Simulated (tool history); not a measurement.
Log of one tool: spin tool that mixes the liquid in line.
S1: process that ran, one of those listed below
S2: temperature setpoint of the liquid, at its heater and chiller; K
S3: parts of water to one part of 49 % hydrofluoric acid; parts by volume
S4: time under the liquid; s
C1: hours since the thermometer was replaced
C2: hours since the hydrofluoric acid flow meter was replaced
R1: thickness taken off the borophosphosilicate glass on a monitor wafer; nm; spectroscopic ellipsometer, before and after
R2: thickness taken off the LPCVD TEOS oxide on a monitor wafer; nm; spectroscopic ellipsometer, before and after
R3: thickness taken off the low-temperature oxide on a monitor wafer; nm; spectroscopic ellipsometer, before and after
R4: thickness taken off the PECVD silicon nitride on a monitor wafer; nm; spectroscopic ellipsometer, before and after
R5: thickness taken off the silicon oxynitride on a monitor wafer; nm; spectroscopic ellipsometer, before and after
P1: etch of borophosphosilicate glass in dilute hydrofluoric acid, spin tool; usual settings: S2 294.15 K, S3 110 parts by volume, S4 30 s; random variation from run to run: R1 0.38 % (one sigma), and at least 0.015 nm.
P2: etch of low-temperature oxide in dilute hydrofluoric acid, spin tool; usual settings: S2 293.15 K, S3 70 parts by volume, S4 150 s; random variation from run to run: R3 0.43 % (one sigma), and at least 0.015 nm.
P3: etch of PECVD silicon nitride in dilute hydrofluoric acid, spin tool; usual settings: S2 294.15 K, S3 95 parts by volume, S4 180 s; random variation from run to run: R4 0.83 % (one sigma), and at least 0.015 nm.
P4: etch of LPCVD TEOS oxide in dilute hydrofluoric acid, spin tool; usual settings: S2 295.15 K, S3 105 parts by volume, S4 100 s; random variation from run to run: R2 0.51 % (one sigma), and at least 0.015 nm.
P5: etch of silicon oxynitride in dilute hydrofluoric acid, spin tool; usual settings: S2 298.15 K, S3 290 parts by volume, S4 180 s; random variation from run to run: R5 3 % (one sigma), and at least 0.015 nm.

run,hour,S1,S2,S3,S4,C1,C2,R1,R2,R3,R4,R5
1,13.2,P1,294.15,110,30,806.5,254.6,13.852,,,,
2,21.3,P1,294.15,110,30,814.6,262.7,13.845,,,,
3,30.2,P4,301.15,105,100,823.5,271.6,,43.524,,,
4,39.4,P1,294.15,110,30,832.7,280.8,13.82,,,,
5,50.6,P1,294.15,110,30,843.9,292,13.847,,,,
6,65.1,P1,294.15,110,60,858.4,306.5,27.834,,,,
7,79,P1,290.15,110,30,872.3,320.4,11.759,,,,
# hour 89.3: thermometer replaced
8,92.7,P4,295.15,60,100,3.5,334.1,,63.436,,,
9,107.4,P2,293.15,70,150,18.2,348.8,,,47.533,,
10,118.6,P1,294.15,110,30,29.4,360,13.906,,,,
11,125.2,P3,294.15,95,180,36,366.6,,,,2.6924,
12,132.4,P1,294.15,110,15,43.2,373.8,6.9463,,,,
13,139,P5,298.15,290,180,49.8,380.4,,,,,0.74923
14,148.2,P1,294.15,50,30,59,389.6,32.72,,,,
15,156.3,P1,301.15,110,30,67.1,397.7,18.234,,,,
16,162.9,P3,290.15,95,180,73.7,404.3,,,,2.0424,
17,170.2,P5,298.15,290,325,81,411.6,,,,,1.4925
18,178.1,P5,302.65,290,180,88.9,419.5,,,,,0.97583
19,187.6,P2,293.15,70,70,98.4,429,,,22.088,,
20,197,P1,294.15,185,30,107.8,438.4,7.6152,,,,
21,203.7,P3,294.15,170,180,114.5,445.1,,,,1.5265,
22,215.2,P4,295.15,105,175,126,456.6,,59.991,,,
23,226.8,P3,294.15,95,285,137.6,468.2,,,,4.2529,
24,236.2,P5,298.15,155,180,147,477.6,,,,,1.6556
25,245,P4,295.15,105,100,155.8,486.4,,34.298,,,

The next listed run, before its measurement:
26,259.9,P2,293.15,95,150,170.7,501.3,,,?,,

Run 26 gave R3 33.68 nm.
